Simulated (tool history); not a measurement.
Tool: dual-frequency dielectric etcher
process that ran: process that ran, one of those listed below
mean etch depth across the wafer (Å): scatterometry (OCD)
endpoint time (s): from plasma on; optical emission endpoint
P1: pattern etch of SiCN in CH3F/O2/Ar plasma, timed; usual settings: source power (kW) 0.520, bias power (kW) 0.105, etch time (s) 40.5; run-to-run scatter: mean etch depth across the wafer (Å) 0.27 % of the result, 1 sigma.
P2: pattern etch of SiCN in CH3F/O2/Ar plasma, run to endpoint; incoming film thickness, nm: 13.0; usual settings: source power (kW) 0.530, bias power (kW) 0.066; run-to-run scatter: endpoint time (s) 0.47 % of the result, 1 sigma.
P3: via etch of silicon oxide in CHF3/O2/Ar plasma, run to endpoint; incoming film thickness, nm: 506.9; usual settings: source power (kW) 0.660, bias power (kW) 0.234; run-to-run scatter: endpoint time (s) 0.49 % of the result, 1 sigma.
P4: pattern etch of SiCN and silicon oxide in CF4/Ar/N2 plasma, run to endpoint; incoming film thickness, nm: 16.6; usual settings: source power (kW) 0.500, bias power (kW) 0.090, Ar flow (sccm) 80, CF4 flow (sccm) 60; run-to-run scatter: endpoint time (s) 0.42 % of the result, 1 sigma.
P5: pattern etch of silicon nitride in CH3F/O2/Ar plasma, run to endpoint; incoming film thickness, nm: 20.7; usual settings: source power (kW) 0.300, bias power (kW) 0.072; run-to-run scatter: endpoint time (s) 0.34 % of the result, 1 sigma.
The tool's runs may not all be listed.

run,hour,process that ran,source power (kW),bias power (kW),etch time (s),Ar flow (sccm),CF4 flow (sccm),hours since the last wet clean,hours since the last source power generator calibration,hours since the last bias power generator calibration,mean etch depth across the wafer (Å),endpoint time (s)
1,13.0,P1,0.520,0.105,40.5,,,110.2,563.0,1807.7,195.08,
2,26.2,P5,0.300,0.094,,,,123.4,576.2,1820.9,,30.545
3,41.6,P1,0.520,0.086,57.5,,,138.8,591.6,1836.3,258.69,
4,50.8,P4,0.500,0.054,,80,60,148.0,600.8,1845.5,,19.866
5,60.9,P1,0.520,0.105,22.5,,,158.1,610.9,1855.6,108.68,
6,78.2,P4,0.410,0.090,,80,60,175.4,628.2,1872.9,,19.991
7,93.1,P3,0.660,0.234,,,,190.3,643.1,1887.8,,219.040
8,109.6,P1,0.700,0.068,40.5,,,206.8,659.6,1904.3,187.74,
9,121.9,P2,0.410,0.066,,,,219.1,671.9,1916.6,,34.225
10,131.6,P4,0.500,0.090,,80,38,228.8,681.6,1926.3,,18.036
11,139.8,P4,0.500,0.090,,80,60,237.0,689.8,1934.5,,16.707
12,151.5,P5,0.300,0.072,,,,248.7,701.5,1946.2,,33.675
13,166.3,P4,0.500,0.090,,80,60,263.5,716.3,1961.0,,16.660
14,181.9,P1,0.520,0.129,40.5,,,279.1,731.9,1976.6,212.32,
15,192.2,P5,0.240,0.072,,,,289.4,742.2,1986.9,,36.508
16,209.4,P2,0.530,0.083,,,,306.6,759.4,2004.1,,28.685
17,217.8,P3,0.660,0.234,,,,315.0,767.8,2012.5,,220.860
18,226.4,P1,0.650,0.105,40.5,,,323.6,776.4,2021.1,212.43,
19,238.8,P1,0.520,0.105,40.5,,,336.0,788.8,2033.5,196.42,
20,246.6,P4,0.500,0.090,,63,60,343.8,796.6,2041.3,,16.194
21,260.3,P1,0.520,0.074,40.5,,,357.5,810.3,2055.0,173.01,
# hour 277.6: bias power generator calibrated
22,277.6,P3,0.660,0.295,,,,374.8,827.6,0.1,,203.450
23,287.5,P1,0.350,0.105,40.5,,,384.7,837.5,10.0,168.84,
24,302.3,P2,0.530,0.066,,,,399.5,852.3,24.8,,30.835
25,314.4,P1,0.520,0.105,40.5,,,411.6,864.4,36.9,196.23,
26,325.4,P2,0.530,0.066,,,,422.6,875.4,47.9,,31.208
27,340.6,P3,0.440,0.234,,,,437.8,890.6,63.1,,257.260
28,349.5,P1,0.520,0.105,40.5,,,446.7,899.5,72.0,195.81,
29,360.4,P1,0.520,0.105,59.0,,,457.6,910.4,82.9,284.33,
30,378.3,P1,0.520,0.105,40.5,,,475.5,928.3,100.8,196.19,
31,396.0,P1,0.520,0.105,40.5,,,493.2,946.0,118.5,195.42,
32,408.2,P1,0.520,0.105,40.5,,,505.4,958.2,130.7,193.69,
33,426.0,P1,0.520,0.105,40.5,,,523.2,976.0,148.5,192.56,
# hour 437.9: wet clean of the chamber
34,441.5,P1,0.520,0.105,40.5,,,3.6,991.5,164.0,192.05,
35,457.2,P1,0.520,0.105,40.5,,,19.3,1007.2,179.7,192.54,
36,471.7,P1,0.520,0.105,40.5,,,33.8,1021.7,194.2,193.12,
37,488.6,P1,0.520,0.105,40.5,,,50.7,1038.6,211.1,192.83,
38,504.1,P1,0.520,0.105,40.5,,,66.2,1054.1,226.6,193.52,

What P1 gives has crept away from where it was. These 2 causes fit the log equally well, each at the size given:
A: source power that arrives under what is set, % = 4.19
B: bias power that arrives under what is set, % = 4.15
The creep began at about hour 378.3.
Why every other cause is out:
chamber walls in a state that lowers the etch rate, %: serviced at hour 437.9, which brought nothing back

4 check runs are offered, each on 2 wafers whose results are averaged, their results left as question marks. Which one tells the causes apart?
check 1,519.6,P2,0.530,0.082,,,,,,,,?
check 2,519.6,P5,0.240,0.094,,,,,,,,?
check 3,519.6,P4,0.500,0.055,,64,60,,,,,?
check 4,519.6,P3,0.450,0.234,,,,,,,,?

What each check would give under each cause:
check,result,if A,if B
check 1,endpoint time (s),29.203,29.173
check 2,endpoint time (s),33.692,33.692
check 3,endpoint time (s),19.740,19.240
check 4,endpoint time (s),258.870,258.650
How far apart the two closest causes lie, in the result that separates them most: check 1 0.1 %; check 2 0 %; check 3 2.57 %; check 4 0.09 %
Only check 3 tells the causes apart: in the others they would give nearly the same result.

Check 3 was then run and gave: endpoint time (s) 19.241. Which cause is it?

It is B: bias power that arrives under what is set, %.

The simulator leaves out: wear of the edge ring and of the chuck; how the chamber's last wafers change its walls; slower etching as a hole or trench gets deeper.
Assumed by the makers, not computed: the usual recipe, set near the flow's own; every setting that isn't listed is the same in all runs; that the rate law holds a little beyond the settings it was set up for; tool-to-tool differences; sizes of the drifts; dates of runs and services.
